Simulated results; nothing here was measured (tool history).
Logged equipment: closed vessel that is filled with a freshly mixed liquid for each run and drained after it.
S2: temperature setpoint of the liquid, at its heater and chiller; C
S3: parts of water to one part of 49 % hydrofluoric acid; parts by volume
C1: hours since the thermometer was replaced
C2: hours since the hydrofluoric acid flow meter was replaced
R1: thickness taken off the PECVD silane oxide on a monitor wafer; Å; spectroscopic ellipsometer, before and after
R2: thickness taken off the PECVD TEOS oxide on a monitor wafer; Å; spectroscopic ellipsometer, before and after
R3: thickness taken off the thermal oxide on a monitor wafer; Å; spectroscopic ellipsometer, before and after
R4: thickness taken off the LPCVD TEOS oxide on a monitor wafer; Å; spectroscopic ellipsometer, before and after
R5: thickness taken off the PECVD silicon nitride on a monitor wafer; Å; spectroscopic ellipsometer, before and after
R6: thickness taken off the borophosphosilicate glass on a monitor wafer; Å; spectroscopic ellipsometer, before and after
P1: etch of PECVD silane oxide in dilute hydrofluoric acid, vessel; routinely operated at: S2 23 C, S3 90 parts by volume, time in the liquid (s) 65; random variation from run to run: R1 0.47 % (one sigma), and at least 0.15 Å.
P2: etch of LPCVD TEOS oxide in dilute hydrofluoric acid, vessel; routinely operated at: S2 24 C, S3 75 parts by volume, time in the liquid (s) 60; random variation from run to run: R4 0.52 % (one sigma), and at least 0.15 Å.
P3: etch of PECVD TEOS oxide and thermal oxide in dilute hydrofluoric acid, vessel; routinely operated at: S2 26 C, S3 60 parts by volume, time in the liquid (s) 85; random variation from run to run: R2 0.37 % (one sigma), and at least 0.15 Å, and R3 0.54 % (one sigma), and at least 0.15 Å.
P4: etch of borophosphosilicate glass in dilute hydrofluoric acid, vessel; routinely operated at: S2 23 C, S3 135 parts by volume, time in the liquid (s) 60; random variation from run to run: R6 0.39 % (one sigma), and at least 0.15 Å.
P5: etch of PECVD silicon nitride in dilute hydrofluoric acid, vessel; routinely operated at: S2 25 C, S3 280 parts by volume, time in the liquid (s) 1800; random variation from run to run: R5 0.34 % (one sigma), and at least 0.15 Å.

Run 1, hour 10: process that ran P1, S2 23 C, S3 90 parts by volume, time in the liquid (s) 65; C1 1429.8; C2 587.9. Result: R1 149.23 Å.
Run 2, hour 16.7: process that ran P1, S2 28 C, S3 20 parts by volume, time in the liquid (s) 65; C1 1436.5; C2 594.6. Result: R1 905.4 Å.
Run 3, hour 27.6: process that ran P3, S2 21 C, S3 60 parts by volume, time in the liquid (s) 85; C1 1447.4; C2 605.5. Result: R2 171.03 Å, R3 58.388 Å.
Run 4, hour 37.3: process that ran P1, S2 23 C, S3 90 parts by volume, time in the liquid (s) 65; C1 1457.1; C2 615.2. Result: R1 149.3 Å.
Run 5, hour 50.1: process that ran P1, S2 17 C, S3 90 parts by volume, time in the liquid (s) 65; C1 1469.9; C2 628. Result: R1 116.55 Å.
Run 6, hour 61.2: process that ran P1, S2 23 C, S3 30 parts by volume, time in the liquid (s) 65; C1 1481; C2 639.1. Result: R1 483.14 Å.
Run 7, hour 69.3: process that ran P3, S2 26 C, S3 60 parts by volume, time in the liquid (s) 85; C1 1489.1; C2 647.2. Result: R2 210.27 Å, R3 71.236 Å.
Run 8, hour 82.6: process that ran P2, S2 24 C, S3 75 parts by volume, time in the liquid (s) 60; C1 1502.4; C2 660.5. Result: R4 397.39 Å.
Run 9, hour 92.1: process that ran P2, S2 24 C, S3 130 parts by volume, time in the liquid (s) 60; C1 1511.9; C2 670. Result: R4 216.62 Å.
Run 10, hour 100: process that ran P5, S2 25 C, S3 280 parts by volume, time in the liquid (s) 1800; C1 1519.8; C2 677.9. Result: R5 116.2 Å.
Run 11, hour 113.6: process that ran P1, S2 23 C, S3 90 parts by volume, time in the liquid (s) 65; C1 1533.4; C2 691.5. Result: R1 149.55 Å.
Run 12, hour 121.1: process that ran P1, S2 23 C, S3 90 parts by volume, time in the liquid (s) 110; C1 1540.9; C2 699. Result: R1 251.08 Å.
Run 13, hour 132.5: process that ran P4, S2 23 C, S3 135 parts by volume, time in the liquid (s) 115; C1 1552.3; C2 710.4. Result: R6 470.12 Å.
Run 14, hour 145.4: process that ran P3, S2 26 C, S3 60 parts by volume, time in the liquid (s) 140; C1 1565.2; C2 723.3. Result: R2 343.65 Å, R3 116.3 Å.
Run 15, hour 154.1: process that ran P5, S2 25 C, S3 280 parts by volume, time in the liquid (s) 2925; C1 1573.9; C2 732. Result: R5 189.43 Å.
Run 16, hour 161.8: process that ran P4, S2 28.5 C, S3 135 parts by volume, time in the liquid (s) 60; C1 1581.6; C2 739.7. Result: R6 299.7 Å.
Run 17, hour 169.7: process that ran P1, S2 23 C, S3 90 parts by volume, time in the liquid (s) 30; C1 1589.5; C2 747.6. Result: R1 68.419 Å.
Run 18, hour 179: process that ran P5, S2 25 C, S3 65 parts by volume, time in the liquid (s) 1800; C1 1598.8; C2 756.9. Result: R5 493.87 Å.
Run 19, hour 191.5: process that ran P1, S2 23 C, S3 90 parts by volume, time in the liquid (s) 65; C1 1611.3; C2 769.4. Result: R1 148.71 Å.
At hour 200.4: hydrofluoric acid flow meter replaced.
Run 20, hour 202: process that ran P2, S2 17 C, S3 75 parts by volume, time in the liquid (s) 60; C1 1621.8; C2 1.7. Result: R4 299.16 Å.
Run 21, hour 211.4: process that ran P1, S2 28 C, S3 90 parts by volume, time in the liquid (s) 65; C1 1631.2; C2 11.1. Result: R1 182.43 Å.
Run 22, hour 223.6: process that ran P1, S2 23 C, S3 90 parts by volume, time in the liquid (s) 65; C1 1643.4; C2 23.3. Result: R1 149.57 Å.

Forecast run 23:
Run 23, hour 234.8: process that ran P5, S2 17.5 C, S3 280 parts by volume, time in the liquid (s) 1800; C1 1654.6; C2 34.5. Result: R5 ?.

R5: 72.261 Å
